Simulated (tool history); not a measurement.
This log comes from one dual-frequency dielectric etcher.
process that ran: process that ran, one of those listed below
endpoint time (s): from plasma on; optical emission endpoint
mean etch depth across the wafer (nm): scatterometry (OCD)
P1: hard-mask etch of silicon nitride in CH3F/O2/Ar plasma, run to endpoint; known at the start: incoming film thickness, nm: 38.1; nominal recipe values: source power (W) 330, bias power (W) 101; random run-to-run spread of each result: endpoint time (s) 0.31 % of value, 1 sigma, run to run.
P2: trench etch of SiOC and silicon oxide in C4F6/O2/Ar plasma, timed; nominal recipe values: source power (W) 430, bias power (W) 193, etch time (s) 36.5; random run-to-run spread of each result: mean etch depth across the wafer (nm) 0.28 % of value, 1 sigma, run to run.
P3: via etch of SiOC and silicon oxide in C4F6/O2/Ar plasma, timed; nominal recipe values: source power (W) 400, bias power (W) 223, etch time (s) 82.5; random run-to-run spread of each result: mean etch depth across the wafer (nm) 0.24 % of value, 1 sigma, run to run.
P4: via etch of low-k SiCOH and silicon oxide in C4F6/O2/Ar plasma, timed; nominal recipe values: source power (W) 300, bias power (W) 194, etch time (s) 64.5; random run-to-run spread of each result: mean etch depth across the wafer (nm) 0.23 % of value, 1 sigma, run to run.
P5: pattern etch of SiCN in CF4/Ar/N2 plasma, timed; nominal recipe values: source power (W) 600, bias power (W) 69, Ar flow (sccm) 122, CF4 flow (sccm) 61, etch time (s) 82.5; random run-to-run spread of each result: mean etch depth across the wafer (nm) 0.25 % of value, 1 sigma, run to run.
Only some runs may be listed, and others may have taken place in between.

run,day,process that ran,source power (W),bias power (W),etch time (s),Ar flow (sccm),CF4 flow (sccm),hours since the last wet clean,hours since the last source power generator calibration,hours since the last bias power generator calibration,endpoint time (s),mean etch depth across the wafer (nm)
1,0.446,P1,330,101,,,,238.9,1189.2,1546.7,52.799,
2,0.875,P4,300,194,64.5,,,249.2,1199.5,1557,,153.72
3,1.367,P2,250,193,36.5,,,261,1211.3,1568.8,,60.587
4,1.683,P5,600,69,82.5,122,61,268.6,1218.9,1576.4,,85.435
5,1.925,P5,600,91,82.5,122,61,274.4,1224.7,1582.2,,94.5
6,2.358,P5,600,69,82.5,72,61,284.8,1235.1,1592.6,,93.169
7,2.838,P1,330,76,,,,296.3,1246.6,1604.1,58.516,
8,3.092,P5,600,69,63,122,61,302.4,1252.7,1610.2,,64.922
9,3.546,P2,430,193,36.5,,,313.3,1263.6,1621.1,,75.256
10,3.938,P3,400,223,82.5,,,322.7,1273,1630.5,,98.403
11,4.271,P1,270,75,,,,330.7,1281,1638.5,63.323,
12,4.662,P1,330,101,,,,340.1,1290.4,1647.9,52.554,
13,5.108,P1,420,131,,,,350.8,1301.1,1658.6,43.683,
14,5.529,P1,330,135,,,,360.9,1311.2,1668.7,47.077,
15,5.767,P1,330,101,,,,366.6,1316.9,1674.4,52.757,
16,6.1,P1,400,101,,,,374.6,1324.9,1682.4,49.341,
17,6.442,P1,330,101,,,,382.8,1333.1,1690.6,52.792,
18,6.812,P5,600,69,82.5,122,45,391.7,1342,1699.5,,81.177
19,7.042,P4,300,274,64.5,,,397.2,1347.5,1705,,172.67
20,7.317,P2,430,193,36.5,,,403.8,1354.1,1711.6,,75.095
21,7.742,P4,300,194,86.5,,,414,1364.3,1721.8,,206.4
22,7.979,P1,330,101,,,,419.7,1370,1727.5,52.67,
23,8.221,P2,430,193,50.5,,,425.5,1375.8,1733.3,,103
24,8.717,P1,200,101,,,,437.4,1387.7,1745.2,63.426,
25,9.221,P5,350,69,82.5,122,61,449.5,1399.8,1757.3,,53.342
26,9.617,P2,430,114,36.5,,,459,1409.3,1766.8,,64.084
27,10.033,P3,530,223,82.5,,,469,1419.3,1776.8,,109.11
28,10.329,P1,210,82,,,,476.1,1426.4,1783.9,67.797,
29,10.658,P4,370,194,64.5,,,484,1434.3,1791.8,,166.98
30,10.921,P1,330,101,,,,490.3,1440.6,1798.1,52.88,
31,11.408,P5,600,69,82.5,122,61,502,1452.3,1809.8,,85.456
32,11.904,P3,400,223,59,,,513.9,1464.2,1821.7,,70.218
33,12.204,P3,400,315,82.5,,,521.1,1471.4,1828.9,,110.45
34,12.562,P1,330,101,,,,529.7,1480,1837.5,52.741,
35,12.862,P1,330,101,,,,536.9,1487.2,1844.7,52.774,
36,13.304,P1,330,101,,,,547.5,1497.8,1855.3,52.199,
37,13.662,P1,330,101,,,,556.1,1506.4,1863.9,51.948,
38,14.129,P1,330,101,,,,567.3,1517.6,1875.1,52.067,
# day 14.475: wet clean of the chamber
39,14.508,P1,330,101,,,,0.9,1526.7,1884.2,52.172,
40,14.733,P1,330,101,,,,6.3,1532.1,1889.6,51.879,
41,15.021,P1,330,101,,,,13.2,1539,1896.5,51.822,

The output of P1 has drifted from where it used to be. Each of the 2 causes below, taken at the size shown beside it, accounts for the log equally well:
A: source power that arrives over what is set, % = 4.31
B: bias power that arrives over what is set, % = 4.28
The creep began at about day 12.862.
Every other cause this tool's parts could produce, and why it does not fit the log:
chamber walls in a state that raises the etch rate, %: serviced at day 14.475, after the drift had started, without restoring the earlier output

Which of the 4 check runs listed below separates the causes, so that each cause would produce a clearly different result? Each run uses one wafer, and its results are marked with question marks.
check 1,15.308,P3,470,289,82.5,,,,,,,?
check 2,15.308,P4,300,222,84.5,,,,,,,?
check 3,15.308,P2,430,125,45.5,,,,,,,?
check 4,15.308,P5,600,87,82.5,122,61,,,,,?

Expected result of each check under each candidate cause:
check,result,if A,if B
check 1,mean etch depth across the wafer (nm),115.77,115.62
check 2,mean etch depth across the wafer (nm),213.92,213.5
check 3,mean etch depth across the wafer (nm),83.268,82.879
check 4,mean etch depth across the wafer (nm),96.557,94.542
Separation of the two closest causes in each check, using whichever result separates them best: check 1 0.13 %; check 2 0.2 %; check 3 0.47 %; check 4 2.11 %
Check 4 tells the causes apart: in the others they would give nearly the same result.

Check 4 was carried out, with these results: mean etch depth across the wafer (nm) 96.37. Which of the listed causes is responsible?

The correct cause is A, namely: source power that arrives over what is set, %.
